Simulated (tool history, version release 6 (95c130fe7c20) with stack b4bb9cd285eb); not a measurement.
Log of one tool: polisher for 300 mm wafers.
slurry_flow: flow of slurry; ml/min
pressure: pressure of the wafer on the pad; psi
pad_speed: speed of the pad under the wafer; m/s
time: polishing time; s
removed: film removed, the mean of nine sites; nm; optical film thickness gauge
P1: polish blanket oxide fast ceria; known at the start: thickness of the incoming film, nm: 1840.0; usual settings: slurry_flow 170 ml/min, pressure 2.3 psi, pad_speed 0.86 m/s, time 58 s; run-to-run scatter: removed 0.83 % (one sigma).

run    day  slurry_flow  pressure  pad_speed  time  wafers polished on this pad  hours since the slurry nozzle was cleaned  hours since the head pressure was calibrated  removed
  1  0.208          170       2.3       0.86    58                          776                                      225.3                                         800.4   582.59
  2  0.575          100       2.3       0.86    58                          910                                      234.1                                         809.2   523.22
  3  0.838          170       2.3       0.86    58                         1007                                      240.4                                         815.5   580.39
  4    1.2          170       2.3       0.38    58                         1140                                      249.1                                         824.2   256.19
  5  1.467          100       3.1       0.86    58                         1238                                      255.5                                         830.6   702.27
  6  1.808          170         1       0.86    58                         1364                                      263.7                                         838.8   254.97
  7  2.158          100       2.3       0.86    87                         1492                                      272.1                                         847.2   785.37
  8  2.533          170       1.4        1.1    58                         1630                                      281.1                                         856.2   451.26
  9  2.708          170       2.3       0.86    58                         1695                                      285.3                                         860.4   568.92
 10    2.9          170       2.3       1.36    58                         1765                                      289.9                                           865   920.59
 11  3.271          170       3.4       0.86    58                         1901                                      298.8                                         873.9   854.35
 12  3.442          170       2.3       0.86    37                         1964                                      302.9                                           878   373.84
 13  3.771          170       2.3       0.86    58                         2085                                      310.8                                         885.9   574.73
 14  4.104          170       2.3       0.86    90                         2208                                      318.8                                         893.9   902.87
 15   4.35          260       2.3       0.86    58                         2298                                      324.7                                         899.8   612.77
 16  4.654          170       2.3       0.86    58                         2410                                        332                                         907.1   585.84
 17  5.004          170       2.3       0.86    58                         2539                                      340.4                                         915.5   562.46
 18  5.338          170       2.3       0.86    58                         2661                                      348.4                                         923.5   547.33
 19  5.704          170       2.3       0.86    58                         2796                                      357.2                                         932.3   537.31
 20  5.992          170       2.3       0.86    58                         2902                                      364.1                                         939.2   530.38
 21  6.354          170       2.3       0.86    58                         3035                                      372.8                                         947.9   531.32
       6.4  -- head pressure recalibrated
 22  6.717          170       2.3       0.86    58                         3168                                      381.5                                           7.7   528.47

Forecast run 23:
 23    7          170       2.3       0.86    58                         3272                                      388.3                                          14.5        ?

removed: 522.25 nm
